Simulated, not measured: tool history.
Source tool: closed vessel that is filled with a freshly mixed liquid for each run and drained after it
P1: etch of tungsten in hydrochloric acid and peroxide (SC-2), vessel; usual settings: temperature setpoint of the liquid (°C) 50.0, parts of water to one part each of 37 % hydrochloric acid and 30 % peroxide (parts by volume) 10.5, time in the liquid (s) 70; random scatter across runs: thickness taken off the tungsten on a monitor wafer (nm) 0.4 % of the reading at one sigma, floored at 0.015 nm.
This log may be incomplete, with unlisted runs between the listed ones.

run	day	temperature setpoint of the liquid (°C)	parts of water to one part each of 37 % hydrochloric acid and 30 % peroxide (parts by volume)	time in the liquid (s)	hours since the thermometer was replaced	hours since the chemicals flow meter was replaced	hours since the drum of peroxide was connected	thickness taken off the tungsten on a monitor wafer (nm)
1	0.296	50.0	10.5	70	437.2	1069.3	578.3	7.6941
2	0.583	50.0	14.0	115	444.1	1076.2	585.2	9.8966
3	0.942	50.0	16.0	70	452.7	1084.8	593.8	5.2794
4	1.267	50.0	4.0	70	460.5	1092.6	601.6	15.9260
5	1.671	58.5	10.5	70	470.2	1102.3	611.3	13.3360
6	2.050	50.0	10.5	70	479.3	1111.4	620.4	7.6574
7	2.325	50.0	10.5	70	485.9	1118.0	627.0	7.6445
# day 2.342: new drum of peroxide connected
8	2.775	38.5	10.5	70	496.7	1128.8	10.4	3.4589
9	3.046	50.0	10.5	110	503.2	1135.3	16.9	11.9980
10	3.483	50.0	10.5	70	513.7	1145.8	27.4	7.6756
11	3.804	50.0	10.5	30	521.4	1153.5	35.1	3.2781

What will run 12 give?
12	4.079	50.0	10.5	70	528.0	1160.1	41.7	?

{"run 12": {"thickness taken off the tungsten on a monitor wafer (nm)": 7.6386}}
